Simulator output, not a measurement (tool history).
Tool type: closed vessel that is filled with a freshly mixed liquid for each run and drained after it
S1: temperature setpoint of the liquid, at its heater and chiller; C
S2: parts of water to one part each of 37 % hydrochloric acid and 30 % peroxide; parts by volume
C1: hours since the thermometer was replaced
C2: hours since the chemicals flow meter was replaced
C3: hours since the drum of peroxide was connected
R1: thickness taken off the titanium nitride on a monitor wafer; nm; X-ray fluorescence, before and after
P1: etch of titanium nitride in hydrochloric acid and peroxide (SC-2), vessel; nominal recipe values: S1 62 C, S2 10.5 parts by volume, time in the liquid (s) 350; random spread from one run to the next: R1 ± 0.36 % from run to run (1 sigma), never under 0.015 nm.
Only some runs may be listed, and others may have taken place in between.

run 1 hour=4.7 | S1=62 S2=10.5 time_in_the_liquid_(s)=350 | C1=916.3 C2=606 C3=63.8 | R1=18.645
run 2 hour=7.3 | S1=62 S2=10.5 time_in_the_liquid_(s)=350 | C1=918.9 C2=608.6 C3=66.4 | R1=18.8
run 3 hour=12.1 | S1=62 S2=10.5 time_in_the_liquid_(s)=350 | C1=923.7 C2=613.4 C3=71.2 | R1=18.692
run 4 hour=14.9 | S1=62 S2=17 time_in_the_liquid_(s)=350 | C1=926.5 C2=616.2 C3=74 | R1=12.299
run 5 hour=19.8 | S1=69.5 S2=4.5 time_in_the_liquid_(s)=350 | C1=931.4 C2=621.1 C3=78.9 | R1=56.637
run 6 hour=22.7 | S1=62 S2=10.5 time_in_the_liquid_(s)=680 | C1=934.3 C2=624 C3=81.8 | R1=36.567
run 7 hour=26.3 | S1=62 S2=10.5 time_in_the_liquid_(s)=350 | C1=937.9 C2=627.6 C3=85.4 | R1=18.585
run 8 hour=28.6 | S1=62 S2=10.5 time_in_the_liquid_(s)=350 | C1=940.2 C2=629.9 C3=87.7 | R1=18.67
run 9 hour=31 | S1=62 S2=10.5 time_in_the_liquid_(s)=350 | C1=942.6 C2=632.3 C3=90.1 | R1=18.706
run 10 hour=35.3 | S1=62 S2=4 time_in_the_liquid_(s)=350 | C1=946.9 C2=636.6 C3=94.4 | R1=39.174
run 11 hour=39.9 | S1=48 S2=10.5 time_in_the_liquid_(s)=350 | C1=951.5 C2=641.2 C3=99 | R1=7.5951
run 12 hour=44 | S1=72 S2=10.5 time_in_the_liquid_(s)=490 | C1=955.6 C2=645.3 C3=103.1 | R1=48.08
run 13 hour=47 | S1=72 S2=10.5 time_in_the_liquid_(s)=350 | C1=958.6 C2=648.3 C3=106.1 | R1=34.237
run 14 hour=50.2 | S1=62 S2=10.5 time_in_the_liquid_(s)=60 | C1=961.8 C2=651.5 C3=109.3 | R1=3.2117
run 15 hour=55 | S1=62 S2=10.5 time_in_the_liquid_(s)=350 | C1=966.6 C2=656.3 C3=114.1 | R1=18.672
run 16 hour=59 | S1=62 S2=10.5 time_in_the_liquid_(s)=350 | C1=970.6 C2=660.3 C3=118.1 | R1=18.241
run 17 hour=61.8 | S1=62 S2=10.5 time_in_the_liquid_(s)=350 | C1=973.4 C2=663.1 C3=120.9 | R1=18.018
run 18 hour=66.7 | S1=62 S2=10.5 time_in_the_liquid_(s)=350 | C1=978.3 C2=668 C3=125.8 | R1=17.647
-- hour=68.9 new drum of peroxide connected
run 19 hour=71.5 | S1=62 S2=10.5 time_in_the_liquid_(s)=350 | C1=983.1 C2=672.8 C3=2.6 | R1=17.641
run 20 hour=76 | S1=62 S2=10.5 time_in_the_liquid_(s)=350 | C1=987.6 C2=677.3 C3=7.1 | R1=17.492
run 21 hour=79.2 | S1=62 S2=10.5 time_in_the_liquid_(s)=350 | C1=990.8 C2=680.5 C3=10.3 | R1=17.419
run 22 hour=82.5 | S1=62 S2=10.5 time_in_the_liquid_(s)=350 | C1=994.1 C2=683.8 C3=13.6 | R1=17.343
run 23 hour=86.8 | S1=62 S2=10.5 time_in_the_liquid_(s)=350 | C1=998.4 C2=688.1 C3=17.9 | R1=17.48
run 24 hour=89.8 | S1=62 S2=10.5 time_in_the_liquid_(s)=350 | C1=1001.4 C2=691.1 C3=20.9 | R1=17.525

What P1 gives has crept off from where it sat before. The 2 causes that follow fit the log equally well, each at the size noted:
A: chemicals flow below the setpoint (%) = 8.41
B: liquid colder than its thermometer reads (K) = 1.2
The gradual shift began around hour 55.
The rest of the possible causes, and what rules out each one:
peroxide weaker than its label (%): serviced at hour 68.9, after the drift had started, without restoring the earlier output

4 check runs are offered, each on 2 wafers whose results are averaged, their results left as question marks. Which one tells the causes apart?
run check 1 hour=92.8 | S1=55 S2=10.5 time_in_the_liquid_(s)=350 | R1=?
run check 2 hour=92.8 | S1=62 S2=17 time_in_the_liquid_(s)=660 | R1=?
run check 3 hour=92.8 | S1=49.5 S2=4 time_in_the_liquid_(s)=350 | R1=?
run check 4 hour=92.8 | S1=72 S2=10.5 time_in_the_liquid_(s)=680 | R1=?

Check results expected under each cause:
check=check_1 result=R1 if_A=11.165 if_B=11.125
check=check_2 result=R1 if_A=21.475 if_B=21.568
check=check_3 result=R1 if_A=16.445 if_B=16.1
check=check_4 result=R1 if_A=61.684 if_B=61.926
Smallest distance between any two causes, each pair judged by its most separating result, in per cent: check 1 0.36 %; check 2 0.43 %; check 3 2.12 %; check 4 0.39 %
Check 3 tells the causes apart: in the others they would give nearly the same result.

The results of check 3 are: R1 16.107 nm. Based on these, which of the listed causes is it?

It was cause B: liquid colder than its thermometer reads (K).

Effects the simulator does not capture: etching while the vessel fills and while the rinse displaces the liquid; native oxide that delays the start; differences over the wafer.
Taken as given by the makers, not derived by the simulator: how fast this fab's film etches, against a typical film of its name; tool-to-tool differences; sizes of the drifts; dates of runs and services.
